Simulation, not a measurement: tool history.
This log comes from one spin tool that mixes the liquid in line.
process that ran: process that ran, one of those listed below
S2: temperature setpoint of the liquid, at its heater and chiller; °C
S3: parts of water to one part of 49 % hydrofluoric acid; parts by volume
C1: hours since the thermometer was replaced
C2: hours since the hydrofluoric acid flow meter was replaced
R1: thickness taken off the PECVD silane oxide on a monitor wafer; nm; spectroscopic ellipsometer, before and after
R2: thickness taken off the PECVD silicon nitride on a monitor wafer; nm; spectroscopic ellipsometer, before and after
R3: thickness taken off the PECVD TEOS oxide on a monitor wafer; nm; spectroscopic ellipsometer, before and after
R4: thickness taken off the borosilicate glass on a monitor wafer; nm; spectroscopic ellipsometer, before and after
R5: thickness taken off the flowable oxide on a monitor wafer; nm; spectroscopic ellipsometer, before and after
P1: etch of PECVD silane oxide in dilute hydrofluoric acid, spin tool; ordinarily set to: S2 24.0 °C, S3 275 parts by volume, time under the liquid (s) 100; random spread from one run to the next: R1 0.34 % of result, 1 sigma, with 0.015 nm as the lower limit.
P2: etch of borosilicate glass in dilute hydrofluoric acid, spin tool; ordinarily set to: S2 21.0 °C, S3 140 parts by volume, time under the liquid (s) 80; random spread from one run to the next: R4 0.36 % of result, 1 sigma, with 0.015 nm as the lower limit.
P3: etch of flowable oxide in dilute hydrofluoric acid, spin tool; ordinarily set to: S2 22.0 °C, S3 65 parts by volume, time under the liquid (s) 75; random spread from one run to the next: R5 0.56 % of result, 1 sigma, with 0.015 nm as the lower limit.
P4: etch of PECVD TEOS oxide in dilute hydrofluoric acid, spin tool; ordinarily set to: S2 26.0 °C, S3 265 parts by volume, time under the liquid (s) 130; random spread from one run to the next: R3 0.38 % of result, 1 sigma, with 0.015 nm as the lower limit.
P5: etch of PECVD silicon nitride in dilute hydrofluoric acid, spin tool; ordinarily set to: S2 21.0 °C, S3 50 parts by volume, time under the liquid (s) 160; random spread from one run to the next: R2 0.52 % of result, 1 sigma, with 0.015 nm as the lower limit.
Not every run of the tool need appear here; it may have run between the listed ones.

Run 1, hour 8.6: process that ran P1, S2 24.0 °C, S3 275 parts by volume, time under the liquid (s) 100; C1 1601.4; C2 1259.3. Result: R1 10.9800 nm.
Run 2, hour 27.2: process that ran P1, S2 24.0 °C, S3 440 parts by volume, time under the liquid (s) 100; C1 1620.0; C2 1277.9. Result: R1 5.8386 nm.
Run 3, hour 35.8: process that ran P1, S2 24.0 °C, S3 275 parts by volume, time under the liquid (s) 100; C1 1628.6; C2 1286.5. Result: R1 10.9500 nm.
Run 4, hour 51.0: process that ran P1, S2 24.0 °C, S3 275 parts by volume, time under the liquid (s) 100; C1 1643.8; C2 1301.7. Result: R1 10.9740 nm.
Run 5, hour 67.7: process that ran P1, S2 32.0 °C, S3 275 parts by volume, time under the liquid (s) 180; C1 1660.5; C2 1318.4. Result: R1 25.7300 nm.
At hour 71.8: thermometer replaced.
Run 6, hour 82.3: process that ran P5, S2 21.0 °C, S3 20 parts by volume, time under the liquid (s) 160; C1 10.6; C2 1333.0. Result: R2 19.3320 nm.
Run 7, hour 95.2: process that ran P4, S2 26.0 °C, S3 375 parts by volume, time under the liquid (s) 130; C1 23.5; C2 1345.9. Result: R3 6.3059 nm.
Run 8, hour 107.6: process that ran P2, S2 17.0 °C, S3 140 parts by volume, time under the liquid (s) 80; C1 35.9; C2 1358.3. Result: R4 9.6338 nm.
Run 9, hour 121.0: process that ran P3, S2 22.0 °C, S3 90 parts by volume, time under the liquid (s) 75; C1 49.3; C2 1371.7. Result: R5 16.174 nm.
Run 10, hour 138.3: process that ran P1, S2 24.0 °C, S3 275 parts by volume, time under the liquid (s) 150; C1 66.6; C2 1389.0. Result: R1 16.4240 nm.
Run 11, hour 154.1: process that ran P5, S2 17.0 °C, S3 50 parts by volume, time under the liquid (s) 160; C1 82.4; C2 1404.8. Result: R2 6.0924 nm.
Run 12, hour 167.1: process that ran P3, S2 22.0 °C, S3 65 parts by volume, time under the liquid (s) 135; C1 95.4; C2 1417.8. Result: R5 41.023 nm.
Run 13, hour 180.4: process that ran P1, S2 28.0 °C, S3 275 parts by volume, time under the liquid (s) 100; C1 108.7; C2 1431.1. Result: R1 12.5400 nm.
Run 14, hour 194.5: process that ran P3, S2 29.5 °C, S3 65 parts by volume, time under the liquid (s) 75; C1 122.8; C2 1445.2. Result: R5 30.838 nm.
Run 15, hour 204.5: process that ran P4, S2 19.0 °C, S3 265 parts by volume, time under the liquid (s) 130; C1 132.8; C2 1455.2. Result: R3 7.7836 nm.
Run 16, hour 215.3: process that ran P2, S2 21.0 °C, S3 140 parts by volume, time under the liquid (s) 80; C1 143.6; C2 1466.0. Result: R4 11.4730 nm.
Run 17, hour 229.4: process that ran P1, S2 24.0 °C, S3 275 parts by volume, time under the liquid (s) 100; C1 157.7; C2 1480.1. Result: R1 10.9800 nm.
Run 18, hour 240.6: process that ran P3, S2 22.0 °C, S3 65 parts by volume, time under the liquid (s) 75; C1 168.9; C2 1491.3. Result: R5 22.959 nm.
Run 19, hour 251.7: process that ran P1, S2 24.0 °C, S3 275 parts by volume, time under the liquid (s) 15; C1 180.0; C2 1502.4. Result: R1 1.6407 nm.
Run 20, hour 267.0: process that ran P1, S2 31.0 °C, S3 275 parts by volume, time under the liquid (s) 170; C1 195.3; C2 1517.7. Result: R1 23.5260 nm.
Run 21, hour 283.0: process that ran P4, S2 26.0 °C, S3 265 parts by volume, time under the liquid (s) 130; C1 211.3; C2 1533.7. Result: R3 9.9877 nm.
Run 22, hour 292.9: process that ran P1, S2 17.5 °C, S3 275 parts by volume, time under the liquid (s) 100; C1 221.2; C2 1543.6. Result: R1 8.5851 nm.
Run 23, hour 304.2: process that ran P1, S2 24.0 °C, S3 115 parts by volume, time under the liquid (s) 100; C1 232.5; C2 1554.9. Result: R1 30.9210 nm.
Run 24, hour 316.5: process that ran P3, S2 22.0 °C, S3 65 parts by volume, time under the liquid (s) 75; C1 244.8; C2 1567.2. Result: R5 22.830 nm.
Run 25, hour 325.7: process that ran P1, S2 24.0 °C, S3 275 parts by volume, time under the liquid (s) 100; C1 254.0; C2 1576.4. Result: R1 10.9410 nm.
Run 26, hour 336.8: process that ran P5, S2 21.0 °C, S3 50 parts by volume, time under the liquid (s) 295; C1 265.1; C2 1587.5. Result: R2 14.7580 nm.
Run 27, hour 351.4: process that ran P2, S2 21.0 °C, S3 210 parts by volume, time under the liquid (s) 80; C1 279.7; C2 1602.1. Result: R4 7.1194 nm.
Run 28, hour 362.2: process that ran P1, S2 24.0 °C, S3 275 parts by volume, time under the liquid (s) 100; C1 290.5; C2 1612.9. Result: R1 10.9400 nm.
Run 29, hour 380.8: process that ran P5, S2 21.0 °C, S3 50 parts by volume, time under the liquid (s) 160; C1 309.1; C2 1631.5. Result: R2 8.0572 nm.
Run 30, hour 394.5: process that ran P2, S2 21.0 °C, S3 140 parts by volume, time under the liquid (s) 80; C1 322.8; C2 1645.2. Result: R4 11.4310 nm.
Run 31, hour 410.1: process that ran P2, S2 21.0 °C, S3 140 parts by volume, time under the liquid (s) 30; C1 338.4; C2 1660.8. Result: R4 4.2837 nm.
Run 32, hour 427.9: process that ran P4, S2 26.0 °C, S3 265 parts by volume, time under the liquid (s) 255; C1 356.2; C2 1678.6. Result: R3 19.5610 nm.
Run 33, hour 436.2: process that ran P1, S2 24.0 °C, S3 275 parts by volume, time under the liquid (s) 100; C1 364.5; C2 1686.9. Result: R1 10.9380 nm.
Run 34, hour 448.8: process that ran P1, S2 24.0 °C, S3 275 parts by volume, time under the liquid (s) 100; C1 377.1; C2 1699.5. Result: R1 10.7710 nm.
Run 35, hour 459.2: process that ran P1, S2 24.0 °C, S3 275 parts by volume, time under the liquid (s) 100; C1 387.5; C2 1709.9. Result: R1 10.6490 nm.
Run 36, hour 468.9: process that ran P1, S2 24.0 °C, S3 275 parts by volume, time under the liquid (s) 100; C1 397.2; C2 1719.6. Result: R1 10.5370 nm.
Run 37, hour 485.5: process that ran P1, S2 24.0 °C, S3 275 parts by volume, time under the liquid (s) 100; C1 413.8; C2 1736.2. Result: R1 10.4100 nm.
Run 38, hour 503.5: process that ran P1, S2 24.0 °C, S3 275 parts by volume, time under the liquid (s) 100; C1 431.8; C2 1754.2. Result: R1 10.3520 nm.
Run 39, hour 517.7: process that ran P1, S2 24.0 °C, S3 275 parts by volume, time under the liquid (s) 100; C1 446.0; C2 1768.4. Result: R1 10.3770 nm.
Run 40, hour 526.7: process that ran P1, S2 24.0 °C, S3 275 parts by volume, time under the liquid (s) 100; C1 455.0; C2 1777.4. Result: R1 10.3010 nm.
Run 41, hour 535.1: process that ran P1, S2 24.0 °C, S3 275 parts by volume, time under the liquid (s) 100; C1 463.4; C2 1785.8. Result: R1 10.3210 nm.
Run 42, hour 551.6: process that ran P1, S2 24.0 °C, S3 275 parts by volume, time under the liquid (s) 100; C1 479.9; C2 1802.3. Result: R1 10.3620 nm.
Run 43, hour 565.1: process that ran P1, S2 24.0 °C, S3 275 parts by volume, time under the liquid (s) 100; C1 493.4; C2 1815.8. Result: R1 10.3420 nm.

What P1 gives has crept away from where it was. These 2 causes fit the log equally well, each at the size given:
A: hydrofluoric acid flow below the setpoint (%) = 4.15
B: liquid colder than its thermometer reads (K) = 1.53
Onset of the creep was near hour 436.2.

Below are 4 check runs, each on a single wafer, with their results shown as question marks. Which of them would tell the listed causes apart, meaning the causes would give clearly different results under it?
Run check 1, hour 578.6: process that ran P2, S2 21.0 °C, S3 185 parts by volume, time under the liquid (s) 80. Result: R4 ?.
Run check 2, hour 578.6: process that ran P5, S2 21.0 °C, S3 20 parts by volume, time under the liquid (s) 280. Result: R2 ?.
Run check 3, hour 578.6: process that ran P4, S2 19.0 °C, S3 265 parts by volume, time under the liquid (s) 240. Result: R3 ?.
Run check 4, hour 578.6: process that ran P3, S2 29.5 °C, S3 65 parts by volume, time under the liquid (s) 110. Result: R5 ?.

Predicted outcomes, by check and by cause:
  check  result     if A     if B
check 1      R4   7.8239   7.7543
check 2      R2  32.6480  30.5260
check 3      R3  13.5660  13.4920
check 4      R5   43.243   42.670
How far apart the two closest causes lie, in the result that separates them most: check 1 0.89 %; check 2 6.72 %; check 3 0.55 %; check 4 1.33 %
The causes can be told apart only by check 2. The other checks would give nearly the same results under each of them.

Check 2 was carried out, with these results: R2 30.5170 nm. Which of the listed causes is responsible?

B is the cause: liquid colder than its thermometer reads (K).
